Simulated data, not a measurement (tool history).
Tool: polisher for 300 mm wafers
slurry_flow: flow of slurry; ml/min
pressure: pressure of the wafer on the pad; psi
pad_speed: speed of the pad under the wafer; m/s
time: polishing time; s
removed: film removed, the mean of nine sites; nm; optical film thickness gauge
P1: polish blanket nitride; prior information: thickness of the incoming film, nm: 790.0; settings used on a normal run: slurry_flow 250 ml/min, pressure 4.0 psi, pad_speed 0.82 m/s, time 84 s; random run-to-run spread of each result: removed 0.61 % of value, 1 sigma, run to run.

run	hour	slurry_flow	pressure	pad_speed	time	wafers polished on this pad	hours since the slurry nozzle was cleaned	hours since the head pressure was calibrated	removed
1	11.3	250	4.0	0.82	84	396	104.0	367.6	159.990
2	27.5	250	4.0	0.82	84	619	120.2	383.8	160.020
3	45.3	315	4.0	0.40	84	865	138.0	401.6	91.112
4	63.2	250	4.0	1.20	84	1113	155.9	419.5	219.800
5	73.9	250	6.2	1.10	84	1261	166.6	430.2	312.320
# hour 80.7: worn pad replaced by a new one
6	81.9	250	4.0	0.52	84	17	174.6	438.2	110.940
7	97.9	250	4.0	0.82	84	239	190.6	454.2	160.550
8	113.4	250	4.0	0.82	122	453	206.1	469.7	232.550
9	123.6	250	4.0	0.82	84	594	216.3	479.9	160.640
10	139.3	250	4.0	0.82	40	811	232.0	495.6	76.447
11	150.9	150	4.0	0.82	84	971	243.6	507.2	148.930
12	160.6	250	4.0	0.82	84	1105	253.3	516.9	161.050
13	169.0	250	1.8	0.82	84	1221	261.7	525.3	72.121
14	181.3	320	4.0	0.82	84	1391	274.0	537.6	165.830
15	189.8	250	6.0	0.82	84	1509	282.5	546.1	242.210
16	200.1	250	4.0	0.82	84	1651	292.8	556.4	162.910
17	209.8	250	4.0	0.82	84	1785	302.5	566.1	160.010
18	218.0	250	4.0	0.82	84	1899	310.7	574.3	157.500
19	231.1	250	4.0	0.82	84	2080	323.8	587.4	156.130
20	241.5	250	4.0	0.82	84	2223	334.2	597.8	152.030
21	256.4	250	4.0	0.82	84	2429	349.1	612.7	153.200
22	264.9	250	4.0	0.82	84	2547	357.6	621.2	150.470
# hour 266.6: worn pad replaced by a new one
23	273.9	250	4.0	0.82	84	101	366.6	630.2	149.790
24	288.5	250	4.0	0.82	84	303	381.2	644.8	152.660

The output of P1 has drifted from where it used to be. Each of the 2 causes below, taken at the size shown beside it, accounts for the log equally well:
A: slurry flow missing at the pad, % = 34.1
B: head's pressure below its setpoint, % = 5.36
The process output started creeping at around hour 209.8.
Excluded causes, each with its reason:
removal rate lost through wear of the pad, %: serviced at hour 266.6, after the drift had started, without restoring the earlier output

You are offered 4 check runs, listed below with question marks in place of their results; each one averages 2 wafers. Which run separates the listed causes by giving clearly different results for each?
check 1	303.1	250	2.4	0.82	84				?
check 2	303.1	250	1.8	0.66	84				?
check 3	303.1	150	4.0	0.82	66				?
check 4	303.1	250	4.0	0.64	40				?

Outcome of each check run for each possible cause:
check	result	if A	if B
check 1	removed	91.145	91.146
check 2	removed	57.462	57.462
check 3	removed	107.580	111.210
check 4	removed	59.327	59.328
Per-check spread between the two closest causes, in the result where they differ most: check 1 0 %; check 2 0 %; check 3 3.32 %; check 4 0 %
Only check 3 tells the causes apart: in the others they would give nearly the same result.

After running check 3, the following was obtained: removed 110.540 nm. Which cause does this point to?

Of the candidate causes, it is B: head's pressure below its setpoint, %.
